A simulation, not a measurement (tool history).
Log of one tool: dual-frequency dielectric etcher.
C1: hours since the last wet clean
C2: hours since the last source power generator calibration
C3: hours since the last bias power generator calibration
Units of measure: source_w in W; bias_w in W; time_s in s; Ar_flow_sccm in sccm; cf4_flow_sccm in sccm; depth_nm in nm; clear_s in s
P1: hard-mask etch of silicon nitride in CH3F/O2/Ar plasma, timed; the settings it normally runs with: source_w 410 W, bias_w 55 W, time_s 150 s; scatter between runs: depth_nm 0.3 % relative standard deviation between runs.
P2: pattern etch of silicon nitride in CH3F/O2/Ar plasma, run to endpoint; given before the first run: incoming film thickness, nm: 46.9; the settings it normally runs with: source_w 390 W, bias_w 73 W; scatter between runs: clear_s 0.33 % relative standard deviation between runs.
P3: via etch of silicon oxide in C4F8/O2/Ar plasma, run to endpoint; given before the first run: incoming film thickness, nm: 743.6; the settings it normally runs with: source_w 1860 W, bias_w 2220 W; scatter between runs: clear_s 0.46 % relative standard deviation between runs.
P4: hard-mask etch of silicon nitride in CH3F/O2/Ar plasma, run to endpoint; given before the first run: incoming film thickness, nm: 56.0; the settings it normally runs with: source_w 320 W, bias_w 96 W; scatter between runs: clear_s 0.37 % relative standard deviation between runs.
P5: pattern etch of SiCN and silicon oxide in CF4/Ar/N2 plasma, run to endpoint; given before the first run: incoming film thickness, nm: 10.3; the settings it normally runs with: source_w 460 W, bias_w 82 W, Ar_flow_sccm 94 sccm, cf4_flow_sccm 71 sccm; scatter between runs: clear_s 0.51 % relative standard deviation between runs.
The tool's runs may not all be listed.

Run 1, hour 4.3: process P1, source_w 410 W, bias_w 55 W, time_s 150 s; C1 371.6; C2 679.7; C3 2712.1. Result: depth_nm 90.761 nm.
Run 2, hour 7: process P1, source_w 410 W, bias_w 55 W, time_s 150 s; C1 374.3; C2 682.4; C3 2714.8. Result: depth_nm 91.057 nm.
Run 3, hour 11.1: process P5, source_w 460 W, bias_w 82 W, Ar_flow_sccm 119 sccm, cf4_flow_sccm 71 sccm; C1 378.4; C2 686.5; C3 2718.9. Result: clear_s 11.712 s.
Run 4, hour 15.1: process P1, source_w 410 W, bias_w 55 W, time_s 150 s; C1 382.4; C2 690.5; C3 2722.9. Result: depth_nm 91.217 nm.
Run 5, hour 17.6: process P2, source_w 390 W, bias_w 100 W; C1 384.9; C2 693; C3 2725.4. Result: clear_s 62.012 s.
Run 6, hour 20.8: process P1, source_w 410 W, bias_w 73 W, time_s 150 s; C1 388.1; C2 696.2; C3 2728.6. Result: depth_nm 100.37 nm.
Run 7, hour 26.1: process P1, source_w 410 W, bias_w 55 W, time_s 82.5 s; C1 393.4; C2 701.5; C3 2733.9. Result: depth_nm 49.757 nm.
Run 8, hour 29.7: process P2, source_w 390 W, bias_w 73 W; C1 397; C2 705.1; C3 2737.5. Result: clear_s 69.044 s.
Run 9, hour 32.9: process P1, source_w 270 W, bias_w 55 W, time_s 150 s; C1 400.2; C2 708.3; C3 2740.7. Result: depth_nm 77.826 nm.
Run 10, hour 37.9: process P4, source_w 320 W, bias_w 96 W; C1 405.2; C2 713.3; C3 2745.7. Result: clear_s 77.233 s.
Run 11, hour 43.4: process P1, source_w 410 W, bias_w 55 W, time_s 187 s; C1 410.7; C2 718.8; C3 2751.2. Result: depth_nm 113.13 nm.
Run 12, hour 47.2: process P4, source_w 320 W, bias_w 125 W; C1 414.5; C2 722.6; C3 2755. Result: clear_s 70.022 s.
Run 13, hour 49.7: process P1, source_w 520 W, bias_w 55 W, time_s 150 s; C1 417; C2 725.1; C3 2757.5. Result: depth_nm 100.25 nm.
Run 14, hour 53: process P5, source_w 460 W, bias_w 82 W, Ar_flow_sccm 94 sccm, cf4_flow_sccm 71 sccm; C1 420.3; C2 728.4; C3 2760.8. Result: clear_s 11.211 s.
Run 15, hour 56.5: process P4, source_w 200 W, bias_w 96 W; C1 423.8; C2 731.9; C3 2764.3. Result: clear_s 91.691 s.
Run 16, hour 59: process P3, source_w 2540 W, bias_w 2220 W; C1 426.3; C2 734.4; C3 2766.8. Result: clear_s 126.34 s.
Run 17, hour 63.3: process P5, source_w 620 W, bias_w 82 W, Ar_flow_sccm 94 sccm, cf4_flow_sccm 71 sccm; C1 430.6; C2 738.7; C3 2771.1. Result: clear_s 8.6263 s.
Run 18, hour 66.2: process P5, source_w 460 W, bias_w 53 W, Ar_flow_sccm 94 sccm, cf4_flow_sccm 71 sccm; C1 433.5; C2 741.6; C3 2774. Result: clear_s 12.936 s.
Run 19, hour 71.5: process P2, source_w 490 W, bias_w 73 W; C1 438.8; C2 746.9; C3 2779.3. Result: clear_s 62.471 s.
Run 20, hour 76.5: process P1, source_w 510 W, bias_w 55 W, time_s 112 s; C1 443.8; C2 751.9; C3 2784.3. Result: depth_nm 74.253 nm.
Run 21, hour 81.2: process P3, source_w 1860 W, bias_w 1301 W; C1 448.5; C2 756.6; C3 2789. Result: clear_s 165.28 s.
Run 22, hour 86.4: process P3, source_w 1860 W, bias_w 2220 W; C1 453.7; C2 761.8; C3 2794.2. Result: clear_s 142.99 s.
Run 23, hour 91.9: process P1, source_w 410 W, bias_w 55 W, time_s 150 s; C1 459.2; C2 767.3; C3 2799.7. Result: depth_nm 91.457 nm.
Run 24, hour 94.5: process P1, source_w 410 W, bias_w 67 W, time_s 82.5 s; C1 461.8; C2 769.9; C3 2802.3. Result: depth_nm 53.544 nm.
Run 25, hour 100.2: process P5, source_w 460 W, bias_w 82 W, Ar_flow_sccm 94 sccm, cf4_flow_sccm 51 sccm; C1 467.5; C2 775.6; C3 2808. Result: clear_s 11.891 s.
Run 26, hour 104.4: process P1, source_w 410 W, bias_w 43 W, time_s 150 s; C1 471.7; C2 779.8; C3 2812.2. Result: depth_nm 84.772 nm.
Run 27, hour 109.2: process P2, source_w 390 W, bias_w 73 W; C1 476.5; C2 784.6; C3 2817. Result: clear_s 68.549 s.
Run 28, hour 113.9: process P1, source_w 410 W, bias_w 55 W, time_s 150 s; C1 481.2; C2 789.3; C3 2821.7. Result: depth_nm 91.09 nm.
Run 29, hour 119.2: process P1, source_w 410 W, bias_w 55 W, time_s 150 s; C1 486.5; C2 794.6; C3 2827. Result: depth_nm 92.254 nm.
Run 30, hour 122.5: process P1, source_w 410 W, bias_w 55 W, time_s 150 s; C1 489.8; C2 797.9; C3 2830.3. Result: depth_nm 92.386 nm.
Run 31, hour 127.5: process P1, source_w 410 W, bias_w 55 W, time_s 150 s; C1 494.8; C2 802.9; C3 2835.3. Result: depth_nm 92.012 nm.
Run 32, hour 131.6: process P1, source_w 410 W, bias_w 55 W, time_s 150 s; C1 498.9; C2 807; C3 2839.4. Result: depth_nm 92.404 nm.
Run 33, hour 136.6: process P1, source_w 410 W, bias_w 55 W, time_s 150 s; C1 503.9; C2 812; C3 2844.4. Result: depth_nm 92.84 nm.
At hour 138.5: wet clean of the chamber.
Run 34, hour 139.5: process P1, source_w 410 W, bias_w 55 W, time_s 150 s; C1 1.1; C2 814.9; C3 2847.3. Result: depth_nm 92.487 nm.
Run 35, hour 142: process P1, source_w 410 W, bias_w 55 W, time_s 150 s; C1 3.6; C2 817.4; C3 2849.8. Result: depth_nm 92.775 nm.
Run 36, hour 145.4: process P1, source_w 410 W, bias_w 55 W, time_s 150 s; C1 7; C2 820.8; C3 2853.2. Result: depth_nm 92.243 nm.
Run 37, hour 148.8: process P1, source_w 410 W, bias_w 55 W, time_s 150 s; C1 10.4; C2 824.2; C3 2856.6. Result: depth_nm 93.123 nm.

The log shows P1 creeping away from where it was. Any of the 2 causes listed here, at the size stated for it, fits the log just as well as the others:
A: bias power that arrives over what is set, % = 4.78
B: source power that arrives over what is set, % = 3.98
At approximately hour 113.9, the process output began to creep.
Each remaining cause and why it is not a fit:
chamber walls in a state that raises the etch rate, %: serviced at hour 138.5, which brought nothing back

Which of the 4 check runs listed below, each an average over 3 wafers with its results shown as question marks, gives clearly different results under the different listed causes?
Run check 1, hour 152.2: process P5, source_w 550 W, bias_w 53 W, Ar_flow_sccm 94 sccm, cf4_flow_sccm 71 sccm. Result: clear_s ?.
Run check 2, hour 152.2: process P4, source_w 240 W, bias_w 116 W. Result: clear_s ?.
Run check 3, hour 152.2: process P3, source_w 2380 W, bias_w 1731 W. Result: clear_s ?.
Run check 4, hour 152.2: process P2, source_w 390 W, bias_w 95 W. Result: clear_s ?.

Expected result of each check under each candidate cause:
  check   result    if A    if B
check 1  clear_s  10.929  10.706
check 2  clear_s  78.522  78.827
check 3  clear_s   136.6   136.2
check 4  clear_s  61.543  61.697
Per-check spread between the two closest causes, in the result where they differ most: check 1 2.06 %; check 2 0.39 %; check 3 0.3 %; check 4 0.25 %
Check 1 is the one run that separates the causes; every other check would come out nearly the same whichever cause is at work.

Here is what check 1 returned: clear_s 10.94 s. Which cause is it?

The correct cause is A, namely: bias power that arrives over what is set, %.

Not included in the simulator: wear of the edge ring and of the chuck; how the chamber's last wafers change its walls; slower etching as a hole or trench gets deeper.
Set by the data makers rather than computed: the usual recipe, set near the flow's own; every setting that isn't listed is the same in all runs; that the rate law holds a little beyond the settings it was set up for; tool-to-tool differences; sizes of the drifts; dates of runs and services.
